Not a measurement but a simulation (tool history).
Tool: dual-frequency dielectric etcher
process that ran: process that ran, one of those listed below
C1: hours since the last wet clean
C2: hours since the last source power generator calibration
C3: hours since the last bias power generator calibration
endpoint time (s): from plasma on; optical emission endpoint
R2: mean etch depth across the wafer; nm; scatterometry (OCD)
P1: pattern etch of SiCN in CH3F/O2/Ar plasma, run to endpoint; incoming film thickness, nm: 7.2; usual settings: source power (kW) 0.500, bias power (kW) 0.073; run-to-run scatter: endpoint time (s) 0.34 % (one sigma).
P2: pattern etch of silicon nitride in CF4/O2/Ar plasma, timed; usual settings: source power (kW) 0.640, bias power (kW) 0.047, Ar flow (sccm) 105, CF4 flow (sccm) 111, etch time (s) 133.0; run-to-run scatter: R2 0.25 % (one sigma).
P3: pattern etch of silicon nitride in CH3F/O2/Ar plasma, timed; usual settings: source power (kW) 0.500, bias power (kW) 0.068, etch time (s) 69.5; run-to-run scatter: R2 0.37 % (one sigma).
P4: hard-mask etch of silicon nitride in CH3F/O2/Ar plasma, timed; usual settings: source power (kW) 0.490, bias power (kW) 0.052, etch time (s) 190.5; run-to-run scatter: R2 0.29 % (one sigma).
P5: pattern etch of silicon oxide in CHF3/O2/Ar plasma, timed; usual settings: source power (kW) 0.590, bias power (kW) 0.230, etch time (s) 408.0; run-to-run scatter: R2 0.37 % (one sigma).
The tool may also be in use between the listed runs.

{"run": 1, "day": 0.217, "process that ran": "P1", "source power (kW)": 0.5, "bias power (kW)": 0.073, "C1": 343.8, "C2": 840.4, "C3": 235.4, "endpoint time (s)": 17.816}
{"run": 2, "day": 0.629, "process that ran": "P5", "source power (kW)": 0.59, "bias power (kW)": 0.23, "etch time (s)": 408.0, "C1": 353.7, "C2": 850.3, "C3": 245.3, "R2": 898.77}
{"run": 3, "day": 0.967, "process that ran": "P1", "source power (kW)": 0.5, "bias power (kW)": 0.056, "C1": 361.8, "C2": 858.4, "C3": 253.4, "endpoint time (s)": 19.579}
{"run": 4, "day": 1.267, "process that ran": "P5", "source power (kW)": 0.81, "bias power (kW)": 0.23, "etch time (s)": 408.0, "C1": 369.0, "C2": 865.6, "C3": 260.6, "R2": 1020.5}
{"run": 5, "day": 1.629, "process that ran": "P1", "source power (kW)": 0.5, "bias power (kW)": 0.073, "C1": 377.7, "C2": 874.3, "C3": 269.3, "endpoint time (s)": 17.85}
{"run": 6, "day": 1.854, "process that ran": "P2", "source power (kW)": 0.64, "bias power (kW)": 0.047, "etch time (s)": 133.0, "Ar flow (sccm)": 132, "CF4 flow (sccm)": 111, "C1": 383.1, "C2": 879.7, "C3": 274.7, "R2": 295.69}
{"run": 7, "day": 2.071, "process that ran": "P3", "source power (kW)": 0.5, "bias power (kW)": 0.093, "etch time (s)": 69.5, "C1": 388.3, "C2": 884.9, "C3": 279.9, "R2": 56.798}
{"run": 8, "day": 2.379, "process that ran": "P1", "source power (kW)": 0.5, "bias power (kW)": 0.073, "C1": 395.7, "C2": 892.3, "C3": 287.3, "endpoint time (s)": 17.86}
{"run": 9, "day": 2.579, "process that ran": "P4", "source power (kW)": 0.49, "bias power (kW)": 0.064, "etch time (s)": 190.5, "C1": 400.5, "C2": 897.1, "C3": 292.1, "R2": 132.95}
{"run": 10, "day": 3.021, "process that ran": "P2", "source power (kW)": 0.64, "bias power (kW)": 0.047, "etch time (s)": 133.0, "Ar flow (sccm)": 105, "CF4 flow (sccm)": 111, "C1": 411.1, "C2": 907.7, "C3": 302.7, "R2": 305.05}
{"run": 11, "day": 3.354, "process that ran": "P2", "source power (kW)": 0.41, "bias power (kW)": 0.047, "etch time (s)": 133.0, "Ar flow (sccm)": 105, "CF4 flow (sccm)": 111, "C1": 419.1, "C2": 915.7, "C3": 310.7, "R2": 206.15}
{"run": 12, "day": 3.675, "process that ran": "P4", "source power (kW)": 0.34, "bias power (kW)": 0.052, "etch time (s)": 190.5, "C1": 426.8, "C2": 923.4, "C3": 318.4, "R2": 107.88}
{"run": 13, "day": 4.121, "process that ran": "P1", "source power (kW)": 0.36, "bias power (kW)": 0.091, "C1": 437.5, "C2": 934.1, "C3": 329.1, "endpoint time (s)": 18.574}
{"run": 14, "day": 4.458, "process that ran": "P5", "source power (kW)": 0.59, "bias power (kW)": 0.23, "etch time (s)": 408.0, "C1": 445.6, "C2": 942.2, "C3": 337.2, "R2": 902.59}
{"run": 15, "day": 4.688, "process that ran": "P3", "source power (kW)": 0.61, "bias power (kW)": 0.068, "etch time (s)": 69.5, "C1": 451.1, "C2": 947.7, "C3": 342.7, "R2": 55.019}
{"run": 16, "day": 4.95, "process that ran": "P5", "source power (kW)": 0.59, "bias power (kW)": 0.23, "etch time (s)": 288.0, "C1": 457.4, "C2": 954.0, "C3": 349.0, "R2": 636.35}
{"run": 17, "day": 5.179, "process that ran": "P2", "source power (kW)": 0.64, "bias power (kW)": 0.047, "etch time (s)": 133.0, "Ar flow (sccm)": 105, "CF4 flow (sccm)": 111, "C1": 462.9, "C2": 959.5, "C3": 354.5, "R2": 304.91}
{"run": 18, "day": 5.5, "process that ran": "P2", "source power (kW)": 0.64, "bias power (kW)": 0.047, "etch time (s)": 87.5, "Ar flow (sccm)": 105, "CF4 flow (sccm)": 111, "C1": 470.6, "C2": 967.2, "C3": 362.2, "R2": 201.07}
{"run": 19, "day": 5.938, "process that ran": "P1", "source power (kW)": 0.5, "bias power (kW)": 0.087, "C1": 481.1, "C2": 977.7, "C3": 372.7, "endpoint time (s)": 16.665}
{"day": 6.225, "done": "source power generator calibrated"}
{"run": 20, "day": 6.275, "process that ran": "P1", "source power (kW)": 0.5, "bias power (kW)": 0.073, "C1": 489.2, "C2": 1.2, "C3": 380.8, "endpoint time (s)": 17.882}
{"run": 21, "day": 6.533, "process that ran": "P4", "source power (kW)": 0.49, "bias power (kW)": 0.052, "etch time (s)": 278.5, "C1": 495.4, "C2": 7.4, "C3": 387.0, "R2": 181.21}
{"run": 22, "day": 6.962, "process that ran": "P1", "source power (kW)": 0.61, "bias power (kW)": 0.046, "C1": 505.7, "C2": 17.7, "C3": 397.3, "endpoint time (s)": 19.262}
{"run": 23, "day": 7.383, "process that ran": "P4", "source power (kW)": 0.49, "bias power (kW)": 0.052, "etch time (s)": 190.5, "C1": 515.8, "C2": 27.8, "C3": 407.4, "R2": 124.32}
{"run": 24, "day": 7.767, "process that ran": "P1", "source power (kW)": 0.5, "bias power (kW)": 0.073, "C1": 525.0, "C2": 37.0, "C3": 416.6, "endpoint time (s)": 17.868}
{"run": 25, "day": 8.029, "process that ran": "P1", "source power (kW)": 0.38, "bias power (kW)": 0.073, "C1": 531.3, "C2": 43.3, "C3": 422.9, "endpoint time (s)": 19.81}
{"run": 26, "day": 8.325, "process that ran": "P2", "source power (kW)": 0.64, "bias power (kW)": 0.066, "etch time (s)": 133.0, "Ar flow (sccm)": 105, "CF4 flow (sccm)": 111, "C1": 538.4, "C2": 50.4, "C3": 430.0, "R2": 347.29}
{"run": 27, "day": 8.771, "process that ran": "P2", "source power (kW)": 0.64, "bias power (kW)": 0.047, "etch time (s)": 133.0, "Ar flow (sccm)": 105, "CF4 flow (sccm)": 147, "C1": 549.1, "C2": 61.1, "C3": 440.7, "R2": 314.49}
{"run": 28, "day": 9.129, "process that ran": "P3", "source power (kW)": 0.5, "bias power (kW)": 0.068, "etch time (s)": 69.5, "C1": 557.7, "C2": 69.7, "C3": 449.3, "R2": 50.989}
{"run": 29, "day": 9.5, "process that ran": "P3", "source power (kW)": 0.5, "bias power (kW)": 0.068, "etch time (s)": 85.0, "C1": 566.6, "C2": 78.6, "C3": 458.2, "R2": 62.314}
{"run": 30, "day": 9.838, "process that ran": "P5", "source power (kW)": 0.59, "bias power (kW)": 0.285, "etch time (s)": 408.0, "C1": 574.7, "C2": 86.7, "C3": 466.3, "R2": 977.01}
{"run": 31, "day": 10.192, "process that ran": "P4", "source power (kW)": 0.49, "bias power (kW)": 0.052, "etch time (s)": 190.5, "C1": 583.2, "C2": 95.2, "C3": 474.8, "R2": 124.13}
{"run": 32, "day": 10.446, "process that ran": "P1", "source power (kW)": 0.67, "bias power (kW)": 0.073, "C1": 589.3, "C2": 101.3, "C3": 480.9, "endpoint time (s)": 15.955}
{"run": 33, "day": 10.8, "process that ran": "P1", "source power (kW)": 0.5, "bias power (kW)": 0.073, "C1": 597.8, "C2": 109.8, "C3": 489.4, "endpoint time (s)": 17.84}
{"run": 34, "day": 11.071, "process that ran": "P1", "source power (kW)": 0.5, "bias power (kW)": 0.073, "C1": 604.3, "C2": 116.3, "C3": 495.9, "endpoint time (s)": 17.927}
{"run": 35, "day": 11.417, "process that ran": "P1", "source power (kW)": 0.5, "bias power (kW)": 0.073, "C1": 612.6, "C2": 124.6, "C3": 504.2, "endpoint time (s)": 17.863}
{"run": 36, "day": 11.821, "process that ran": "P1", "source power (kW)": 0.5, "bias power (kW)": 0.073, "C1": 622.3, "C2": 134.3, "C3": 513.9, "endpoint time (s)": 18.042}
{"run": 37, "day": 12.254, "process that ran": "P1", "source power (kW)": 0.5, "bias power (kW)": 0.073, "C1": 632.7, "C2": 144.7, "C3": 524.3, "endpoint time (s)": 18.068}
{"run": 38, "day": 12.521, "process that ran": "P1", "source power (kW)": 0.5, "bias power (kW)": 0.073, "C1": 639.1, "C2": 151.1, "C3": 530.7, "endpoint time (s)": 18.077}
{"run": 39, "day": 12.85, "process that ran": "P1", "source power (kW)": 0.5, "bias power (kW)": 0.073, "C1": 647.0, "C2": 159.0, "C3": 538.6, "endpoint time (s)": 18.132}
{"run": 40, "day": 13.079, "process that ran": "P1", "source power (kW)": 0.5, "bias power (kW)": 0.073, "C1": 652.5, "C2": 164.5, "C3": 544.1, "endpoint time (s)": 18.138}
{"day": 13.138, "done": "wet clean of the chamber"}
{"run": 41, "day": 13.35, "process that ran": "P1", "source power (kW)": 0.5, "bias power (kW)": 0.073, "C1": 5.2, "C2": 171.0, "C3": 550.6, "endpoint time (s)": 18.105}
{"run": 42, "day": 13.683, "process that ran": "P1", "source power (kW)": 0.5, "bias power (kW)": 0.073, "C1": 13.2, "C2": 179.0, "C3": 558.6, "endpoint time (s)": 18.166}
{"run": 43, "day": 13.988, "process that ran": "P1", "source power (kW)": 0.5, "bias power (kW)": 0.073, "C1": 20.5, "C2": 186.3, "C3": 565.9, "endpoint time (s)": 18.192}
{"run": 44, "day": 14.392, "process that ran": "P1", "source power (kW)": 0.5, "bias power (kW)": 0.073, "C1": 30.2, "C2": 196.0, "C3": 575.6, "endpoint time (s)": 18.245}

What P1 gives has crept away from where it was. These 2 causes fit the log equally well, each at the size given:
A: bias power that arrives under what is set, % = 4.72
B: source power that arrives under what is set, % = 4.34
The creep began at about day 11.071.
Why every other cause is out:
chamber walls in a state that lowers the etch rate, %: serviced at day 13.138, which brought nothing back

4 check runs are offered, one wafer each, their results left as question marks. Which one tells the causes apart?
{"run": "check 1", "day": 14.796, "process that ran": "P3", "source power (kW)": 0.5, "bias power (kW)": 0.068, "etch time (s)": 69.5, "R2": "?"}
{"run": "check 2", "day": 14.796, "process that ran": "P2", "source power (kW)": 0.64, "bias power (kW)": 0.047, "etch time (s)": 133.0, "Ar flow (sccm)": 105, "CF4 flow (sccm)": 111, "R2": "?"}
{"run": "check 3", "day": 14.796, "process that ran": "P5", "source power (kW)": 0.59, "bias power (kW)": 0.23, "etch time (s)": 408.0, "R2": "?"}
{"run": "check 4", "day": 14.796, "process that ran": "P4", "source power (kW)": 0.49, "bias power (kW)": 0.052, "etch time (s)": 190.5, "R2": "?"}

What each check would give under each cause:
check=check_1 result=R2 if_A=50.146 if_B=50.095
check=check_2 result=R2 if_A=299.960 if_B=293.560
check=check_3 result=R2 if_A=887.890 if_B=888.110
check=check_4 result=R2 if_A=122.120 if_B=121.830
How far apart the two closest causes lie, in the result that separates them most: check 1 0.1 %; check 2 2.16 %; check 3 0.03 %; check 4 0.24 %
Check 2 tells the causes apart: in the others they would give nearly the same result.

Then check 2 was run and gave: R2 299.990 nm. Which cause is it?

It is A: bias power that arrives under what is set, %.

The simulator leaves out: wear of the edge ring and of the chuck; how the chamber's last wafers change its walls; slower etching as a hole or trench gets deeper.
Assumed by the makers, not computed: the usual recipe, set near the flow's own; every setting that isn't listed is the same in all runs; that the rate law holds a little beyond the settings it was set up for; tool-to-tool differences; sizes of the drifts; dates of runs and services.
